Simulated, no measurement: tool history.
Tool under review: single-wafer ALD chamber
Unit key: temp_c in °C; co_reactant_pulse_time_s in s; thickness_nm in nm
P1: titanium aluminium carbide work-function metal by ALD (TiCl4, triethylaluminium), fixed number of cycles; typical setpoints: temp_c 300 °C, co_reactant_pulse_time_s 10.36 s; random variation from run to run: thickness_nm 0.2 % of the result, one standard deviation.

| run | hour | temp_c | co_reactant_pulse_time_s | hours since the last thermocouple change | hours since the last triethylaluminium bottle change | thickness_nm |
|---|---|---|---|---|---|---|
| 1 | 14.3 | 300 | 10.36 | 549.1 | 342.4 | 2.0068 |
| 2 | 27 | 321 | 10.36 | 561.8 | 355.1 | 2.1883 |
| 3 | 34.9 | 300 | 10.36 | 569.7 | 363 | 2.0099 |
| 4 | 47.6 | 279 | 10.36 | 582.4 | 375.7 | 1.8201 |
| 5 | 56 | 287 | 5.81 | 590.8 | 384.1 | 1.6853 |
| 6 | 67.3 | 300 | 4.7 | 602.1 | 395.4 | 1.6551 |
| 7 | 74.5 | 322 | 14.14 | 609.3 | 402.6 | 2.246 |
| 8 | 88.1 | 300 | 10.36 | 622.9 | 416.2 | 1.9996 |
| 9 | 98.1 | 323 | 16.27 | 632.9 | 426.2 | 2.2656 |
| 10 | 111.2 | 300 | 15.42 | 646 | 439.3 | 2.0497 |
|  | 112.1 | thermocouple changed; heater temperature recalibrated |
| 11 | 122.4 | 300 | 10.36 | 10.3 | 450.5 | 2.0064 |
| 12 | 134.2 | 300 | 10.36 | 22.1 | 462.3 | 2.0111 |
| 13 | 144.4 | 300 | 10.36 | 32.3 | 472.5 | 2.006 |
| 14 | 156.8 | 300 | 10.36 | 44.7 | 484.9 | 1.9882 |
| 15 | 164.8 | 300 | 10.36 | 52.7 | 492.9 | 1.9836 |
| 16 | 176.9 | 300 | 10.36 | 64.8 | 505 | 1.9766 |
| 17 | 189.6 | 300 | 10.36 | 77.5 | 517.7 | 1.9626 |
| 18 | 201.4 | 300 | 10.36 | 89.3 | 529.5 | 1.9673 |
| 19 | 208 | 300 | 10.36 | 95.9 | 536.1 | 1.9627 |
| 20 | 216.7 | 300 | 10.36 | 104.6 | 544.8 | 1.9605 |

The output of P1 has drifted from where it used to be. Each of the 2 causes below, taken at the size shown beside it, accounts for the log equally well:
A: wafer temperature below the value expected at the setpoint (K) = 5.18
B: triethylaluminium dose below that of a fresh bottle (%) = 16.1
At approximately hour 144.4, the process output began to creep.

The check runs listed below each take one wafer, and their results are still question marks. Under which run would the listed causes lead to clearly different results?
| check 1 | 225.4 | 317 | 10.36 |  |  | ? |
| check 2 | 225.4 | 309 | 10.36 |  |  | ? |
| check 3 | 225.4 | 288 | 10.36 |  |  | ? |
| check 4 | 225.4 | 300 | 5.2 |  |  | ? |

Predicted outcomes, by check and by cause:
| check | result | if A | if B |
|---|---|---|---|
| check 1 | thickness_nm | 2.1088 | 2.106 |
| check 2 | thickness_nm | 2.0386 | 2.0372 |
| check 3 | thickness_nm | 1.8568 | 1.8586 |
| check 4 | thickness_nm | 1.6812 | 1.6049 |
How far apart the two closest causes lie, in the result that separates them most: check 1 0.13 %; check 2 0.07 %; check 3 0.1 %; check 4 4.65 %
Only check 4 tells the causes apart: in the others they would give nearly the same result.

Check 4 was then run and gave: thickness_nm 1.6081 nm. Which cause is it?

The correct cause is B, namely: triethylaluminium dose below that of a fresh bottle (%).
